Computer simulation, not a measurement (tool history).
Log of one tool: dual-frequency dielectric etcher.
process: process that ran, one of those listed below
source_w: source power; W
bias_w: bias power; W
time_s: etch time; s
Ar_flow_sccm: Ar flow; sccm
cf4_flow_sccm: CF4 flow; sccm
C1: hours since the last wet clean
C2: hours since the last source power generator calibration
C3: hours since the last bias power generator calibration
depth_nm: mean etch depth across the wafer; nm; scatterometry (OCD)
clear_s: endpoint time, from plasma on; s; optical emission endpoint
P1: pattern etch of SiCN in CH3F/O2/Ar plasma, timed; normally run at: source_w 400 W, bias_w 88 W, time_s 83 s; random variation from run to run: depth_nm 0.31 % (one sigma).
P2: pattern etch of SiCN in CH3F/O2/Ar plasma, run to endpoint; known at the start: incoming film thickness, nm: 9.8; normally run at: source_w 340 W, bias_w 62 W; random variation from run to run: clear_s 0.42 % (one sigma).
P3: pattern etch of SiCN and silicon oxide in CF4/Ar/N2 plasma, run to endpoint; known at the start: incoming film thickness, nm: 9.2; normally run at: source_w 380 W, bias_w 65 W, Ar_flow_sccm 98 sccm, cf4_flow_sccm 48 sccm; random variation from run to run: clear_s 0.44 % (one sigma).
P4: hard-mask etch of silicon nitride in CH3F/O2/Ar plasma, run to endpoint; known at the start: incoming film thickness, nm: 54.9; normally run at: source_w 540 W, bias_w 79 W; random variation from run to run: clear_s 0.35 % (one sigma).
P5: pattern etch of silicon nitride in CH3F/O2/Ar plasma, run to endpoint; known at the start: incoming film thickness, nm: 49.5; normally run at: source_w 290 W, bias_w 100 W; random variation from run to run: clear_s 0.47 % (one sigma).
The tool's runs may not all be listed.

{"run": 1, "hour": 4.2, "process": "P1", "source_w": 400, "bias_w": 88, "time_s": 83, "C1": 485.5, "C2": 2137.1, "C3": 618.1, "depth_nm": 32.374}
{"run": 2, "hour": 11.2, "process": "P2", "source_w": 210, "bias_w": 62, "C1": 492.5, "C2": 2144.1, "C3": 625.1, "clear_s": 35.052}
{"run": 3, "hour": 19.9, "process": "P2", "source_w": 340, "bias_w": 62, "C1": 501.2, "C2": 2152.8, "C3": 633.8, "clear_s": 29.156}
{"run": 4, "hour": 26.4, "process": "P1", "source_w": 560, "bias_w": 88, "time_s": 83, "C1": 507.7, "C2": 2159.3, "C3": 640.3, "depth_nm": 36.57}
{"run": 5, "hour": 33.9, "process": "P1", "source_w": 400, "bias_w": 88, "time_s": 83, "C1": 515.2, "C2": 2166.8, "C3": 647.8, "depth_nm": 32.434}
{"run": 6, "hour": 38.2, "process": "P1", "source_w": 400, "bias_w": 88, "time_s": 50, "C1": 519.5, "C2": 2171.1, "C3": 652.1, "depth_nm": 19.447}
{"run": 7, "hour": 47.3, "process": "P1", "source_w": 310, "bias_w": 88, "time_s": 83, "C1": 528.6, "C2": 2180.2, "C3": 661.2, "depth_nm": 29.461}
{"run": 8, "hour": 54.0, "process": "P1", "source_w": 400, "bias_w": 107, "time_s": 83, "C1": 535.3, "C2": 2186.9, "C3": 667.9, "depth_nm": 34.722}
{"run": 9, "hour": 59.1, "process": "P1", "source_w": 330, "bias_w": 88, "time_s": 45.5, "C1": 540.4, "C2": 2192, "C3": 673, "depth_nm": 16.448}
{"run": 10, "hour": 65.3, "process": "P2", "source_w": 340, "bias_w": 38, "C1": 546.6, "C2": 2198.2, "C3": 679.2, "clear_s": 34.201}
{"run": 11, "hour": 74.1, "process": "P3", "source_w": 380, "bias_w": 43, "Ar_flow_sccm": 98, "cf4_flow_sccm": 48, "C1": 555.4, "C2": 2207, "C3": 688, "clear_s": 15.606}
{"run": 12, "hour": 78.9, "process": "P5", "source_w": 290, "bias_w": 79, "C1": 560.2, "C2": 2211.8, "C3": 692.8, "clear_s": 77.735}
{"run": 13, "hour": 85.7, "process": "P1", "source_w": 400, "bias_w": 88, "time_s": 83, "C1": 567, "C2": 2218.6, "C3": 699.6, "depth_nm": 32.288}
{"run": 14, "hour": 92.1, "process": "P1", "source_w": 400, "bias_w": 88, "time_s": 83, "C1": 573.4, "C2": 2225, "C3": 706, "depth_nm": 32.209}
{"run": 15, "hour": 97.8, "process": "P4", "source_w": 770, "bias_w": 79, "C1": 579.1, "C2": 2230.7, "C3": 711.7, "clear_s": 59.837}
{"run": 16, "hour": 105.5, "process": "P4", "source_w": 540, "bias_w": 79, "C1": 586.8, "C2": 2238.4, "C3": 719.4, "clear_s": 68.826}
{"run": 17, "hour": 110.0, "process": "P1", "source_w": 400, "bias_w": 64, "time_s": 83, "C1": 591.3, "C2": 2242.9, "C3": 723.9, "depth_nm": 28.818}
{"hour": 110.8, "done": "wet clean of the chamber"}
{"run": 18, "hour": 116.6, "process": "P1", "source_w": 400, "bias_w": 88, "time_s": 83, "C1": 5.9, "C2": 2249.5, "C3": 730.5, "depth_nm": 32.239}
{"run": 19, "hour": 124.1, "process": "P4", "source_w": 540, "bias_w": 109, "C1": 13.4, "C2": 2257, "C3": 738, "clear_s": 61.099}
{"run": 20, "hour": 129.9, "process": "P5", "source_w": 290, "bias_w": 100, "C1": 19.2, "C2": 2262.8, "C3": 743.8, "clear_s": 71.224}
{"run": 21, "hour": 138.7, "process": "P1", "source_w": 400, "bias_w": 88, "time_s": 119.5, "C1": 28, "C2": 2271.6, "C3": 752.6, "depth_nm": 46.486}
{"run": 22, "hour": 143.1, "process": "P5", "source_w": 370, "bias_w": 100, "C1": 32.4, "C2": 2276, "C3": 757, "clear_s": 65.325}
{"run": 23, "hour": 149.5, "process": "P3", "source_w": 380, "bias_w": 65, "Ar_flow_sccm": 98, "cf4_flow_sccm": 39, "C1": 38.8, "C2": 2282.4, "C3": 763.4, "clear_s": 14.048}
{"run": 24, "hour": 156.6, "process": "P3", "source_w": 530, "bias_w": 65, "Ar_flow_sccm": 98, "cf4_flow_sccm": 48, "C1": 45.9, "C2": 2289.5, "C3": 770.5, "clear_s": 10.123}
{"hour": 158.1, "done": "source power generator calibrated"}
{"run": 25, "hour": 163.7, "process": "P1", "source_w": 400, "bias_w": 88, "time_s": 83, "C1": 53, "C2": 5.7, "C3": 777.6, "depth_nm": 32.08}
{"run": 26, "hour": 169.3, "process": "P4", "source_w": 540, "bias_w": 79, "C1": 58.6, "C2": 11.3, "C3": 783.2, "clear_s": 68.626}
{"run": 27, "hour": 176.1, "process": "P3", "source_w": 380, "bias_w": 65, "Ar_flow_sccm": 98, "cf4_flow_sccm": 48, "C1": 65.4, "C2": 18.1, "C3": 790, "clear_s": 13.609}
{"run": 28, "hour": 181.2, "process": "P5", "source_w": 290, "bias_w": 100, "C1": 70.5, "C2": 23.2, "C3": 795.1, "clear_s": 71.252}
{"run": 29, "hour": 188.2, "process": "P3", "source_w": 380, "bias_w": 65, "Ar_flow_sccm": 73, "cf4_flow_sccm": 48, "C1": 77.5, "C2": 30.2, "C3": 802.1, "clear_s": 12.91}
{"run": 30, "hour": 195.1, "process": "P1", "source_w": 400, "bias_w": 88, "time_s": 83, "C1": 84.4, "C2": 37.1, "C3": 809, "depth_nm": 32.317}
{"run": 31, "hour": 203.2, "process": "P1", "source_w": 400, "bias_w": 88, "time_s": 83, "C1": 92.5, "C2": 45.2, "C3": 817.1, "depth_nm": 32.003}
{"run": 32, "hour": 208.8, "process": "P1", "source_w": 400, "bias_w": 88, "time_s": 83, "C1": 98.1, "C2": 50.8, "C3": 822.7, "depth_nm": 32.051}
{"run": 33, "hour": 215.4, "process": "P1", "source_w": 400, "bias_w": 88, "time_s": 83, "C1": 104.7, "C2": 57.4, "C3": 829.3, "depth_nm": 31.947}
{"run": 34, "hour": 222.9, "process": "P1", "source_w": 400, "bias_w": 88, "time_s": 83, "C1": 112.2, "C2": 64.9, "C3": 836.8, "depth_nm": 31.732}
{"hour": 229.4, "done": "wet clean of the chamber"}
{"run": 35, "hour": 231.9, "process": "P1", "source_w": 400, "bias_w": 88, "time_s": 83, "C1": 2.6, "C2": 73.9, "C3": 845.8, "depth_nm": 31.803}
{"run": 36, "hour": 241.0, "process": "P1", "source_w": 400, "bias_w": 88, "time_s": 83, "C1": 11.7, "C2": 83, "C3": 854.9, "depth_nm": 31.678}
{"run": 37, "hour": 248.0, "process": "P1", "source_w": 400, "bias_w": 88, "time_s": 83, "C1": 18.7, "C2": 90, "C3": 861.9, "depth_nm": 31.814}
{"run": 38, "hour": 255.9, "process": "P1", "source_w": 400, "bias_w": 88, "time_s": 83, "C1": 26.6, "C2": 97.9, "C3": 869.8, "depth_nm": 31.663}
{"run": 39, "hour": 262.4, "process": "P1", "source_w": 400, "bias_w": 88, "time_s": 83, "C1": 33.1, "C2": 104.4, "C3": 876.3, "depth_nm": 31.738}

What P1 gives has crept away from where it was. These 2 causes fit the log equally well, each at the size given:
A: bias power that arrives under what is set, % = 4.17
B: source power that arrives under what is set, % = 4.12
The creep began at about hour 195.1.
Why every other cause is out:
chamber walls in a state that lowers the etch rate, %: serviced at hour 229.4, which brought nothing back

4 check runs are offered, each on 2 wafers whose results are averaged, their results left as question marks. Which one tells the causes apart?
{"run": "check 1", "hour": 268.9, "process": "P5", "source_w": 360, "bias_w": 100, "clear_s": "?"}
{"run": "check 2", "hour": 268.9, "process": "P4", "source_w": 750, "bias_w": 102, "clear_s": "?"}
{"run": "check 3", "hour": 268.9, "process": "P2", "source_w": 290, "bias_w": 48, "clear_s": "?"}
{"run": "check 4", "hour": 268.9, "process": "P3", "source_w": 380, "bias_w": 55, "Ar_flow_sccm": 98, "cf4_flow_sccm": 48, "clear_s": "?"}

What each check would give under each cause:
check=check_1 result=clear_s if_A=66.81 if_B=66.806
check=check_2 result=clear_s if_A=56.483 if_B=56.533
check=check_3 result=clear_s if_A=34.197 if_B=34.271
check=check_4 result=clear_s if_A=14.568 if_B=14.901
How far apart the two closest causes lie, in the result that separates them most: check 1 0.01 %; check 2 0.09 %; check 3 0.22 %; check 4 2.26 %
Only check 4 tells the causes apart: in the others they would give nearly the same result.

Check 4 was then run and gave: clear_s 14.856 s. Which cause is it?

It is B: source power that arrives under what is set, %.
